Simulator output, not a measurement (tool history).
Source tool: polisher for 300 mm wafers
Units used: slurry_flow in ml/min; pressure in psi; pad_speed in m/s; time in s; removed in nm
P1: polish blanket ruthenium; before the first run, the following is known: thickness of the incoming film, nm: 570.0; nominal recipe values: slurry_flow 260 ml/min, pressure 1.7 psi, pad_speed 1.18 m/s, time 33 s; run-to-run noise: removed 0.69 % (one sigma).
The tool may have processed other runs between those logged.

| run | day | slurry_flow | pressure | pad_speed | time | wafers polished on this pad | hours since the slurry nozzle was cleaned | hours since the head pressure was calibrated | removed |
|---|---|---|---|---|---|---|---|---|---|
| 1 | 0.229 | 260 | 1.7 | 1.18 | 33 | 863 | 113.8 | 75.1 | 37.671 |
| 2 | 0.450 | 155 | 1.7 | 1.18 | 33 | 902 | 119.1 | 80.4 | 35.337 |
| 3 | 0.683 | 260 | 1.7 | 1.18 | 33 | 943 | 124.7 | 86.0 | 38.350 |
| 4 | 0.954 | 260 | 1.1 | 1.76 | 33 | 990 | 131.2 | 92.5 | 36.759 |
| 5 | 1.254 | 260 | 1.7 | 1.18 | 51 | 1043 | 138.4 | 99.7 | 59.043 |
| 6 | 1.433 | 260 | 0.8 | 1.18 | 33 | 1074 | 142.7 | 104.0 | 17.952 |
| 7 | 1.742 | 370 | 1.7 | 1.18 | 33 | 1128 | 150.1 | 111.4 | 39.275 |
| 8 | 1.908 | 260 | 1.7 | 0.58 | 33 | 1158 | 154.1 | 115.4 | 18.789 |
| 9 | 2.138 | 260 | 1.7 | 1.18 | 33 | 1198 | 159.6 | 120.9 | 38.642 |
| 10 | 2.396 | 260 | 1.7 | 1.18 | 33 | 1243 | 165.8 | 127.1 | 37.938 |
| 11 | 2.554 | 260 | 1.7 | 1.18 | 15 | 1271 | 169.6 | 130.9 | 17.307 |
| 12 | 2.762 | 260 | 1.7 | 1.18 | 33 | 1307 | 174.6 | 135.9 | 37.937 |
|  | 2.912 | worn pad replaced by a new one |
| 13 | 3.025 | 260 | 1.7 | 1.18 | 33 | 20 | 180.9 | 142.2 | 38.292 |
| 14 | 3.254 | 260 | 1.7 | 1.18 | 33 | 60 | 186.4 | 147.7 | 38.187 |
| 15 | 3.400 | 260 | 1.7 | 1.68 | 33 | 85 | 189.9 | 151.2 | 54.315 |
| 16 | 3.579 | 260 | 2.6 | 1.18 | 33 | 117 | 194.2 | 155.5 | 58.558 |
| 17 | 3.771 | 260 | 1.7 | 1.18 | 33 | 150 | 198.8 | 160.1 | 37.676 |
| 18 | 3.954 | 260 | 1.7 | 1.18 | 33 | 182 | 203.2 | 164.5 | 36.718 |
| 19 | 4.233 | 260 | 1.7 | 1.18 | 33 | 231 | 209.9 | 171.2 | 36.409 |
| 20 | 4.488 | 260 | 1.7 | 1.18 | 33 | 276 | 216.0 | 177.3 | 35.970 |
| 21 | 4.662 | 260 | 1.7 | 1.18 | 33 | 307 | 220.2 | 181.5 | 35.101 |
|  | 4.738 | worn pad replaced by a new one |
| 22 | 4.888 | 260 | 1.7 | 1.18 | 33 | 26 | 225.6 | 186.9 | 35.769 |
| 23 | 5.146 | 260 | 1.7 | 1.18 | 33 | 71 | 231.8 | 193.1 | 35.601 |

Compared with where it was, what P1 gives has crept away. Each cause listed below fits the log as well as the rest, at the size given for it:
A: slurry flow missing at the pad, % = 39.5
B: head's pressure below its setpoint, % = 6.43
The gradual shift began around day 3.771.
Every other cause this tool's parts could produce, and why it does not fit the log:
removal rate lost through wear of the pad, %: work on it at day 4.738, done after the drift set in, did not restore what the process gave before

You are offered 4 check runs, listed below with question marks in place of their results; each one averages 2 wafers. Which run separates the listed causes by giving clearly different results for each?
| check 1 | 5.404 | 260 | 1.0 | 1.18 | 51 |  |  |  | ? |
| check 2 | 5.404 | 260 | 1.7 | 1.18 | 15 |  |  |  | ? |
| check 3 | 5.404 | 155 | 1.7 | 1.18 | 24 |  |  |  | ? |
| check 4 | 5.404 | 260 | 0.8 | 1.18 | 33 |  |  |  | ? |

Expected result of each check under each candidate cause:
| check | result | if A | if B |
|---|---|---|---|
| check 1 | removed | 32.336 | 32.336 |
| check 2 | removed | 16.168 | 16.168 |
| check 3 | removed | 23.185 | 24.146 |
| check 4 | removed | 16.738 | 16.738 |
How far apart the two closest causes lie, in the result that separates them most: check 1 0 %; check 2 0 %; check 3 4.06 %; check 4 0 %
The causes can be told apart only by check 3. The other checks would give nearly the same results under each of them.

Then check 3 was run and gave: removed 24.128 nm. Which cause is it?

It is B: head's pressure below its setpoint, %.
